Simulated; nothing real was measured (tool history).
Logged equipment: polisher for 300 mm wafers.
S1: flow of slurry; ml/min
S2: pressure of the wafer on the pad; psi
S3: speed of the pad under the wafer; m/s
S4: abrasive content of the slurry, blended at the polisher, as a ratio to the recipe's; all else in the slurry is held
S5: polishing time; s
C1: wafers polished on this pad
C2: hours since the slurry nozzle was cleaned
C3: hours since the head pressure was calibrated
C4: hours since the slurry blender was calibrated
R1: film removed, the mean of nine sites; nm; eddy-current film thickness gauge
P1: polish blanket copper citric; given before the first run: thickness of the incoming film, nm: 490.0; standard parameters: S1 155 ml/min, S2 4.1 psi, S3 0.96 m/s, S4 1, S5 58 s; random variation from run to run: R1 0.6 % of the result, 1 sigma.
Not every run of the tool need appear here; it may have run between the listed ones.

run,hour,S1,S2,S3,S4,S5,C1,C2,C3,C4,R1
1,5.5,155,4.1,0.96,1,58,456,240.6,101.3,152.4,194.03
2,13.9,155,1.9,0.96,1,58,597,249,109.7,160.8,91.362
3,24.1,155,4.1,0.96,1,27,769,259.2,119.9,171,91.133
4,30.5,155,5.5,0.96,0.55,58,877,265.6,126.3,177.4,229.99
5,35.9,155,4.1,1.38,1,58,968,271,131.7,182.8,277.53
6,43.3,155,4.1,0.96,1,58,1093,278.4,139.1,190.2,193.75
7,49.9,155,4.1,0.96,1,58,1204,285,145.7,196.8,191.11
8,55.7,155,4.1,0.96,0.6,58,1302,290.8,151.5,202.6,173.75
9,65.1,220,4.1,0.96,1,58,1460,300.2,160.9,212,204.64
10,73.4,155,4.1,0.96,1.35,58,1600,308.5,169.2,220.3,207.23
11,78.4,155,4.1,0.96,1,58,1684,313.5,174.2,225.3,197.46
12,83.5,155,5.5,0.6,1,58,1770,318.6,179.3,230.4,164.81
13,93,155,4.1,0.64,1,58,1930,328.1,188.8,239.9,130.64
14,103,155,4.1,0.96,1,58,2099,338.1,198.8,249.9,194.73
# hour 103.8: slurry nozzle cleaned
15,107.6,155,4.1,0.96,1,58,2176,3.9,203.4,254.5,193.26
16,115.7,155,6.2,0.96,1,58,2313,12,211.5,262.6,290.49
17,122.7,155,4.1,0.96,1,73,2431,19,218.5,269.6,246.38
18,129.5,95,4.1,0.96,1,58,2545,25.8,225.3,276.4,173.76
19,135.3,155,4.1,0.96,1,58,2643,31.6,231.1,282.2,194.7
20,140.6,155,4.1,0.96,1,58,2732,36.9,236.4,287.5,192.98
21,149.7,155,4.1,0.96,1,58,2886,46,245.5,296.6,187.52
22,155.9,155,4.1,0.96,1,58,2990,52.2,251.7,302.8,184.81
23,161,155,4.1,0.96,1,58,3076,57.3,256.8,307.9,180.82
# hour 168.8: head pressure recalibrated
24,170.3,155,4.1,0.96,1,58,3233,66.6,1.6,317.2,178.06
# hour 175.5: slurry blender recalibrated
25,180.2,155,4.1,0.96,1,58,3400,76.5,11.5,4.8,176.16
26,186,155,4.1,0.96,1,58,3497,82.3,17.3,10.6,175.94
27,191.7,155,4.1,0.96,1,58,3594,88,23,16.3,177.46
28,201.3,155,4.1,0.96,1,58,3755,97.6,32.6,25.9,174.1

P1 has crept away from where it was. The log is fitted equally well by each of these 2 causes, at the sizes shown:
A: slurry flow missing at the pad, % = 38.6
B: removal rate lost through wear of the pad, % = 9.74
At approximately hour 140.6, the process output began to creep.
All other causes, with the reason each is excluded:
head's pressure below its setpoint, %: work on it at hour 168.8, done after the drift set in, did not restore what the process gave before
abrasive missing from the slurry, %: work on it at hour 175.5, done after the drift set in, did not restore what the process gave before

Which of the check runs below tells the causes apart, meaning the causes would give it clearly different results? Each run uses 3 wafers whose results are averaged, and each result is shown as a question mark.
check 1,210.9,210,4.1,0.96,1,58,,,,,?
check 2,210.9,155,2.8,0.96,1,58,,,,,?
check 3,210.9,155,5,1.22,1,58,,,,,?
check 4,210.9,155,4.1,0.96,1.2,47,,,,,?

How each check would come out, cause by cause:
check,result,if A,if B
check 1,R1,187.81,183.17
check 2,R1,120.75,120.73
check 3,R1,269.91,269.87
check 4,R1,147.78,147.76
Gap, in per cent, between the two causes that each check separates least, read from the result that separates them most: check 1 2.5 %; check 2 0.02 %; check 3 0.02 %; check 4 0.02 %
The other checks would show nearly matching results whichever cause is true, so check 1 is the only one that separates the causes.

Check 1 was then run and gave: R1 188.81 nm. Which cause is it?

It is A: slurry flow missing at the pad, %.
